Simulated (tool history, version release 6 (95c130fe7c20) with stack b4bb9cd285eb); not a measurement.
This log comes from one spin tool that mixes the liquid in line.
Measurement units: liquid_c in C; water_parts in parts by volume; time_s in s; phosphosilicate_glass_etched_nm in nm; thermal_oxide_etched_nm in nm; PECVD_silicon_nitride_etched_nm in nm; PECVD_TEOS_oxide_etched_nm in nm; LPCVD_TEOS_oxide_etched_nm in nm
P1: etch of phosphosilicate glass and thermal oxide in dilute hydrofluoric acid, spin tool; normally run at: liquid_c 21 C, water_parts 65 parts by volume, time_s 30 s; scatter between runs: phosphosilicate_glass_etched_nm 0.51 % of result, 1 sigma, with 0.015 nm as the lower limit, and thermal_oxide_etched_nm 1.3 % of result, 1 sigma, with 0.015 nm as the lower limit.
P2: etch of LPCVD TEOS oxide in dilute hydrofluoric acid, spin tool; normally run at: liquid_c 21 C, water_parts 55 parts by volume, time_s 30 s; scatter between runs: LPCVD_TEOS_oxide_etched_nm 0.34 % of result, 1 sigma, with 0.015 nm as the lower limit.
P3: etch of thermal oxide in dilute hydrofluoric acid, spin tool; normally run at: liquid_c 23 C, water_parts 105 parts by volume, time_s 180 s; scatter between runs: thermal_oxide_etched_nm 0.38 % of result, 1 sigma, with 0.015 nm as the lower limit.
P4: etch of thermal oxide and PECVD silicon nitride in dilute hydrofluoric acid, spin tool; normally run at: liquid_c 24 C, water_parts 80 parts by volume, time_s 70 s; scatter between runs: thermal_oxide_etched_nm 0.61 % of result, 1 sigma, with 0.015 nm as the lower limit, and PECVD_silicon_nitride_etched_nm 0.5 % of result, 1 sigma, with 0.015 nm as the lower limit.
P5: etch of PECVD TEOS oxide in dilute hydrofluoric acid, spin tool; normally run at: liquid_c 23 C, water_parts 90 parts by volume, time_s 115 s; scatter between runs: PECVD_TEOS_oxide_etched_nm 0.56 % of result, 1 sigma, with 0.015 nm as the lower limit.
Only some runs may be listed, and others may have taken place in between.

run	hour	process	liquid_c	water_parts	time_s	hours since the thermometer was replaced	hours since the hydrofluoric acid flow meter was replaced	phosphosilicate_glass_etched_nm	thermal_oxide_etched_nm	PECVD_silicon_nitride_etched_nm	PECVD_TEOS_oxide_etched_nm	LPCVD_TEOS_oxide_etched_nm
1	12.2	P1	21	65	30	825.4	298.9	59.49	1.9387			
2	22.6	P1	21	65	30	835.8	309.3	58.921	1.9732			
3	35.8	P4	17	80	70	849	322.5		3.0819	2.4519		
4	44.5	P1	17	65	30	857.7	331.2	50.425	1.6134			
5	58.3	P5	23	90	195	871.5	345				30.911	
6	72	P3	23	105	180	885.2	358.7		7.4732			
7	84.7	P5	23	90	115	897.9	371.4				18.353	
8	92	P2	24.5	55	30	905.2	378.7					23.969
9	99.9	P2	21	55	30	913.1	386.6					20.824
10	109.8	P4	24	80	25	923	396.5		1.4802	1.4279		
11	116.9	P2	21	55	15	930.1	403.6					10.425
12	127.1	P3	23	45	180	940.3	413.8		18.835			
13	137.5	P5	23	55	115	950.7	424.2				31.305	
14	146	P5	28	90	115	959.2	432.7				22.111	
15	157.6	P1	21	115	30	970.8	444.3	31.652	1.0472			
16	164.9	P1	17	65	60	978.1	451.6	99.915	3.276			
17	172.2	P1	21	65	30	985.4	458.9	59.157	1.9569			
18	187	P1	21	20	30	1000.2	473.7	205.55	6.6966			
19	194.8	P1	21	65	55	1008	481.5	108.88	3.7125			
20	204.4	P4	24	20	70	1017.6	491.1		18.021	15.282		
21	215.4	P1	28.5	65	55	1028.6	502.1	148.17	4.8886			
22	228	P1	21	65	30	1041.2	514.7	59.29	2.0158			
23	242.8	P4	24	80	70	1056	529.5		4.213	3.9894		
24	256.2	P1	28.5	65	30	1069.4	542.9	80.292	2.6899			
25	266.3	P4	24	80	70	1079.5	553		4.1724	3.9575		
26	280.8	P2	21	25	30	1094	567.5					47.523
27	293.2	P1	21	65	30	1106.4	579.9	58.69	1.9322			
28	304.5	P3	17	105	180	1117.7	591.2		5.863			
29	313.1	P3	23	105	350	1126.3	599.8		14.624			
30	324.3	P1	21	40	15	1137.5	611	50.011	1.6805			
31	331.6	P1	21	65	30	1144.8	618.3	58.93	1.9819			
32	339.6	P1	21	65	15	1152.8	626.3	29.689	0.97019			
33	352.5	P1	21	65	30	1165.7	639.2	60.033	1.9832			
34	363.7	P1	21	65	30	1176.9	650.4	57.97	1.9195			
35	377.3	P1	21	65	30	1190.5	664	56.172	1.8918			
36	384.1	P1	21	65	30	1197.3	670.8	55.994	1.8372			
37	393	P1	21	65	30	1206.2	679.7	55.888	1.876			
38	404.8	P1	21	65	30	1218	691.5	55.69	1.8364			
39	413.7	P1	21	65	30	1226.9	700.4	55.282	1.8408			

The log shows P1 creeping away from where it was. Any of the 2 causes listed here, at the size stated for it, fits the log just as well as the others:
A: hydrofluoric acid flow below the setpoint (%) = 5.71
B: liquid colder than its thermometer reads (K) = 1.52
At approximately hour 352.5, the process output began to creep.

Of the 4 check runs below, each run on 2 wafers with the results averaged and each result still a question mark, which one would tell the listed causes apart?
check 1	422.6	P3	23	105	180				?			
check 2	422.6	P5	23	90	115						?	
check 3	422.6	P2	21	55	30							?
check 4	422.6	P4	24	80	70				?	?		

How each check would come out, cause by cause:
check	result	if A	if B
check 1	thermal_oxide_etched_nm	7.022	7.0598
check 2	PECVD_TEOS_oxide_etched_nm	17.13	17.195
check 3	LPCVD_TEOS_oxide_etched_nm	19.541	19.514
check 4	thermal_oxide_etched_nm	3.8997	3.9127
check 4	PECVD_silicon_nitride_etched_nm	3.7631	3.6018
Separation of the two closest causes in each check, using whichever result separates them best: check 1 0.54 %; check 2 0.38 %; check 3 0.14 %; check 4 4.38 %
Check 4 distinguishes between the causes, while the remaining checks would return nearly the same result for all of them.

With check 4 done, the readings were: thermal_oxide_etched_nm 3.9129 nm; PECVD_silicon_nitride_etched_nm 3.6036 nm. Identify which of the listed causes applies.

Of the candidate causes, it is B: liquid colder than its thermometer reads (K).

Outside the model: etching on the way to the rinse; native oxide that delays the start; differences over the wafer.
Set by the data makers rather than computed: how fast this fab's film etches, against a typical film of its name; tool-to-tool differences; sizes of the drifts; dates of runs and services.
